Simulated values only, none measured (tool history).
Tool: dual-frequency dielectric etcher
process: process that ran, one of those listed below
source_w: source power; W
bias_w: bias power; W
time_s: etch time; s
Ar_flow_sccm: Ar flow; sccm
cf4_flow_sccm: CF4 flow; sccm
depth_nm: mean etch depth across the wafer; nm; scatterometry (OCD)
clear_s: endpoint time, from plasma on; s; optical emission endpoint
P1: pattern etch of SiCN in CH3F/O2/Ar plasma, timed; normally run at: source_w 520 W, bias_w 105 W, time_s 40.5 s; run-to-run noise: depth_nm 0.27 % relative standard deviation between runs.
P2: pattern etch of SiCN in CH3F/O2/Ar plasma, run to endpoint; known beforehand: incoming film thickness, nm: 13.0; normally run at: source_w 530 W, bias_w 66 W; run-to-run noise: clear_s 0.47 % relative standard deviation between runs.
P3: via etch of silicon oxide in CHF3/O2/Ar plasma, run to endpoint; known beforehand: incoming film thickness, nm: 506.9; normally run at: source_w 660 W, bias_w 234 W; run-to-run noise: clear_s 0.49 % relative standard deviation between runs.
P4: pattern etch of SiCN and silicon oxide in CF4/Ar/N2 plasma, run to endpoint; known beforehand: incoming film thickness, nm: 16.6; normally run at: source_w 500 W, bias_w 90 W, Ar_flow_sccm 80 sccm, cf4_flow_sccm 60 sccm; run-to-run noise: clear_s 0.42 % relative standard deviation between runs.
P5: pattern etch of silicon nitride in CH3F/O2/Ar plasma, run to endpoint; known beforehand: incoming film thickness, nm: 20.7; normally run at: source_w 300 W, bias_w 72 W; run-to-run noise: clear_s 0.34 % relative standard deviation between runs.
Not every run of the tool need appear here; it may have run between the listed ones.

Run 1, day 0.542: process P1, source_w 520 W, bias_w 105 W, time_s 40.5 s. Result: depth_nm 19.508 nm.
Run 2, day 1.092: process P5, source_w 300 W, bias_w 94 W. Result: clear_s 30.545 s.
Run 3, day 1.733: process P1, source_w 520 W, bias_w 86 W, time_s 57.5 s. Result: depth_nm 25.869 nm.
Run 4, day 2.117: process P4, source_w 500 W, bias_w 54 W, Ar_flow_sccm 80 sccm, cf4_flow_sccm 60 sccm. Result: clear_s 19.866 s.
Run 5, day 2.538: process P1, source_w 520 W, bias_w 105 W, time_s 22.5 s. Result: depth_nm 10.868 nm.
Run 6, day 3.258: process P4, source_w 410 W, bias_w 90 W, Ar_flow_sccm 80 sccm, cf4_flow_sccm 60 sccm. Result: clear_s 19.991 s.
Run 7, day 3.879: process P3, source_w 660 W, bias_w 234 W. Result: clear_s 219.040 s.
Run 8, day 4.567: process P1, source_w 700 W, bias_w 68 W, time_s 40.5 s. Result: depth_nm 18.774 nm.
Run 9, day 5.079: process P2, source_w 410 W, bias_w 66 W. Result: clear_s 34.225 s.
Run 10, day 5.483: process P4, source_w 500 W, bias_w 90 W, Ar_flow_sccm 80 sccm, cf4_flow_sccm 38 sccm. Result: clear_s 18.036 s.
Run 11, day 5.825: process P4, source_w 500 W, bias_w 90 W, Ar_flow_sccm 80 sccm, cf4_flow_sccm 60 sccm. Result: clear_s 16.707 s.
Run 12, day 6.312: process P5, source_w 300 W, bias_w 72 W. Result: clear_s 33.675 s.
Run 13, day 6.929: process P4, source_w 500 W, bias_w 90 W, Ar_flow_sccm 80 sccm, cf4_flow_sccm 60 sccm. Result: clear_s 16.660 s.
Run 14, day 7.579: process P1, source_w 520 W, bias_w 129 W, time_s 40.5 s. Result: depth_nm 21.232 nm.
Run 15, day 8.008: process P5, source_w 240 W, bias_w 72 W. Result: clear_s 36.508 s.
Run 16, day 8.725: process P2, source_w 530 W, bias_w 83 W. Result: clear_s 28.685 s.
Run 17, day 9.075: process P3, source_w 660 W, bias_w 234 W. Result: clear_s 220.860 s.
Run 18, day 9.433: process P1, source_w 650 W, bias_w 105 W, time_s 40.5 s. Result: depth_nm 21.243 nm.
Run 19, day 9.950: process P1, source_w 520 W, bias_w 105 W, time_s 40.5 s. Result: depth_nm 19.642 nm.
Run 20, day 10.275: process P4, source_w 500 W, bias_w 90 W, Ar_flow_sccm 63 sccm, cf4_flow_sccm 60 sccm. Result: clear_s 16.194 s.
Run 21, day 10.846: process P1, source_w 520 W, bias_w 74 W, time_s 40.5 s. Result: depth_nm 17.301 nm.
At day 11.567: bias power generator calibrated.
Run 22, day 11.567: process P3, source_w 660 W, bias_w 295 W. Result: clear_s 203.450 s.
Run 23, day 11.979: process P1, source_w 350 W, bias_w 105 W, time_s 40.5 s. Result: depth_nm 16.884 nm.

What does the tool deliver on the next run?
Run 24, day 12.596: process P2, source_w 530 W, bias_w 66 W. Result: clear_s ?.

clear_s: 30.835 s
